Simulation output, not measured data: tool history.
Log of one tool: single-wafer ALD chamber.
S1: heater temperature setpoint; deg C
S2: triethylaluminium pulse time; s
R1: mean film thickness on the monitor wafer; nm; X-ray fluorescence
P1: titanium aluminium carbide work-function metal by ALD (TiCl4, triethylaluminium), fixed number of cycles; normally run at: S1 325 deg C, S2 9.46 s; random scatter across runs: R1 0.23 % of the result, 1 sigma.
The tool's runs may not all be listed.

run,hour,S1,S2,R1
1,3.8,325,9.46,2.1831
2,9.2,349,9.46,2.3937
3,14.9,325,9.46,2.1863
4,19.6,325,14.55,2.2604
5,23.4,325,3.26,1.5361
6,27.0,325,9.46,2.1783
7,31.5,346,12.08,2.4300
8,35.8,341,3.54,1.7032
9,39.9,304,9.46,2.0008
10,43.0,325,9.46,2.1896
11,48.7,325,9.46,2.1805
12,53.8,325,9.46,2.1910
13,56.5,325,9.46,2.1807
14,59.6,325,9.46,2.1711
15,63.4,325,9.46,2.1632

For run 16, what comes out?
16,69.0,325,9.46,?

R1: 2.1561 nm
